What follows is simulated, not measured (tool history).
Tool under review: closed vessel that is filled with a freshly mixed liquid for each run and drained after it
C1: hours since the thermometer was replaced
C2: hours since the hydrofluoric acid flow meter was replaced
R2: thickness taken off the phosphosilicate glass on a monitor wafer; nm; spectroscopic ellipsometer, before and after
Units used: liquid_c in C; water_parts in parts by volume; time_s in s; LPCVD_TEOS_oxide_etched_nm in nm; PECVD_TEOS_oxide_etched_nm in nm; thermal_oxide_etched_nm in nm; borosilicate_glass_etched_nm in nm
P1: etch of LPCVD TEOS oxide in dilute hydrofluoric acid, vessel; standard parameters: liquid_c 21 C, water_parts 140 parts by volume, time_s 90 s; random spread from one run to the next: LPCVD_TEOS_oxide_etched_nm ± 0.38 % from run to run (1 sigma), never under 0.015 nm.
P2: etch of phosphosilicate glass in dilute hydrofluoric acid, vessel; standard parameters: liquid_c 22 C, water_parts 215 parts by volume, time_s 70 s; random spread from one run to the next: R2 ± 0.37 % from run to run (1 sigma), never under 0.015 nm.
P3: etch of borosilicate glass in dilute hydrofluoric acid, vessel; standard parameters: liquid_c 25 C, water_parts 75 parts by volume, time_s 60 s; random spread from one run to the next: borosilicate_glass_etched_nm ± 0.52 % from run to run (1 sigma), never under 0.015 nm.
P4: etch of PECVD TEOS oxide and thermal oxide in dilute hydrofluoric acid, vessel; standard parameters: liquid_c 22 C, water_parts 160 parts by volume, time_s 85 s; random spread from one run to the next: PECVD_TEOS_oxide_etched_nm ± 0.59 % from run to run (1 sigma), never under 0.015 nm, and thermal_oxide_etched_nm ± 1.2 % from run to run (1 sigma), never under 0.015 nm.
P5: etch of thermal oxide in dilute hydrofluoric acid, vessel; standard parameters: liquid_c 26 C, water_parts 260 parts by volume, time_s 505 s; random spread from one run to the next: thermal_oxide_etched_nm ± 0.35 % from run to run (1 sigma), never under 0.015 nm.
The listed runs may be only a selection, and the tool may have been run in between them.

run 1 hour=3.6 | process=P1 liquid_c=21 water_parts=140 time_s=90 | C1=990.9 C2=351.4 | LPCVD_TEOS_oxide_etched_nm=15.992
run 2 hour=8.6 | process=P2 liquid_c=22 water_parts=215 time_s=125 | C1=995.9 C2=356.4 | R2=34.55
run 3 hour=14.1 | process=P1 liquid_c=21 water_parts=140 time_s=90 | C1=1001.4 C2=361.9 | LPCVD_TEOS_oxide_etched_nm=15.959
run 4 hour=20.4 | process=P4 liquid_c=26 water_parts=160 time_s=85 | C1=1007.7 C2=368.2 | PECVD_TEOS_oxide_etched_nm=5.3743 thermal_oxide_etched_nm=2.4934
run 5 hour=24.6 | process=P1 liquid_c=21 water_parts=140 time_s=90 | C1=1011.9 C2=372.4 | LPCVD_TEOS_oxide_etched_nm=16.064
run 6 hour=27.6 | process=P3 liquid_c=25 water_parts=135 time_s=60 | C1=1014.9 C2=375.4 | borosilicate_glass_etched_nm=17.244
run 7 hour=33.1 | process=P5 liquid_c=32.5 water_parts=260 time_s=505 | C1=1020.4 C2=380.9 | thermal_oxide_etched_nm=10.833
run 8 hour=36.7 | process=P1 liquid_c=21 water_parts=55 time_s=30 | C1=1024 C2=384.5 | LPCVD_TEOS_oxide_etched_nm=15.088
run 9 hour=42.2 | process=P1 liquid_c=21 water_parts=140 time_s=90 | C1=1029.5 C2=390 | LPCVD_TEOS_oxide_etched_nm=15.957
run 10 hour=48.3 | process=P4 liquid_c=22 water_parts=55 time_s=85 | C1=1035.6 C2=396.1 | PECVD_TEOS_oxide_etched_nm=15.176 thermal_oxide_etched_nm=7.1228
run 11 hour=53.1 | process=P2 liquid_c=22 water_parts=215 time_s=70 | C1=1040.4 C2=400.9 | R2=19.497
run 12 hour=59.4 | process=P2 liquid_c=22 water_parts=40 time_s=70 | C1=1046.7 C2=407.2 | R2=126.66
run 13 hour=65.8 | process=P1 liquid_c=28.5 water_parts=140 time_s=135 | C1=1053.1 C2=413.6 | LPCVD_TEOS_oxide_etched_nm=31.976
run 14 hour=69.6 | process=P3 liquid_c=31 water_parts=75 time_s=60 | C1=1056.9 C2=417.4 | borosilicate_glass_etched_nm=42.39
run 15 hour=74.8 | process=P1 liquid_c=17 water_parts=55 time_s=90 | C1=1062.1 C2=422.6 | LPCVD_TEOS_oxide_etched_nm=37.89
run 16 hour=79.9 | process=P2 liquid_c=17 water_parts=215 time_s=70 | C1=1067.2 C2=427.7 | R2=16.129
run 17 hour=86.3 | process=P4 liquid_c=22 water_parts=160 time_s=85 | C1=1073.6 C2=434.1 | PECVD_TEOS_oxide_etched_nm=4.6071 thermal_oxide_etched_nm=2.1813
run 18 hour=89.7 | process=P3 liquid_c=25 water_parts=75 time_s=30 | C1=1077 C2=437.5 | borosilicate_glass_etched_nm=16.813
run 19 hour=96.4 | process=P1 liquid_c=21 water_parts=140 time_s=170 | C1=1083.7 C2=444.2 | LPCVD_TEOS_oxide_etched_nm=30.095
run 20 hour=101 | process=P1 liquid_c=21 water_parts=55 time_s=90 | C1=1088.3 C2=448.8 | LPCVD_TEOS_oxide_etched_nm=44.547
run 21 hour=105 | process=P1 liquid_c=21 water_parts=140 time_s=90 | C1=1092.3 C2=452.8 | LPCVD_TEOS_oxide_etched_nm=16.015
run 22 hour=110.2 | process=P1 liquid_c=21 water_parts=140 time_s=35 | C1=1097.5 C2=458 | LPCVD_TEOS_oxide_etched_nm=6.2435
run 23 hour=115.5 | process=P4 liquid_c=22 water_parts=160 time_s=45 | C1=1102.8 C2=463.3 | PECVD_TEOS_oxide_etched_nm=2.441 thermal_oxide_etched_nm=1.1601
run 24 hour=120.6 | process=P3 liquid_c=25 water_parts=75 time_s=60 | C1=1107.9 C2=468.4 | borosilicate_glass_etched_nm=33.67
run 25 hour=127.5 | process=P4 liquid_c=22 water_parts=160 time_s=85 | C1=1114.8 C2=475.3 | PECVD_TEOS_oxide_etched_nm=4.6396 thermal_oxide_etched_nm=2.1927
run 26 hour=133.6 | process=P5 liquid_c=26 water_parts=475 time_s=505 | C1=1120.9 C2=481.4 | thermal_oxide_etched_nm=3.8797
run 27 hour=137.5 | process=P5 liquid_c=26 water_parts=260 time_s=970 | C1=1124.8 C2=485.3 | thermal_oxide_etched_nm=16.624
run 28 hour=141 | process=P1 liquid_c=21 water_parts=215 time_s=90 | C1=1128.3 C2=488.8 | LPCVD_TEOS_oxide_etched_nm=9.6248
run 29 hour=145 | process=P1 liquid_c=21 water_parts=140 time_s=90 | C1=1132.3 C2=492.8 | LPCVD_TEOS_oxide_etched_nm=15.886
run 30 hour=150.6 | process=P5 liquid_c=26 water_parts=260 time_s=505 | C1=1137.9 C2=498.4 | thermal_oxide_etched_nm=8.6404

For run 31, what comes out?
run 31 hour=156 | process=P1 liquid_c=27 water_parts=140 time_s=90 | C1=1143.3 C2=503.8 | LPCVD_TEOS_oxide_etched_nm=?

LPCVD_TEOS_oxide_etched_nm: 20.029 nm
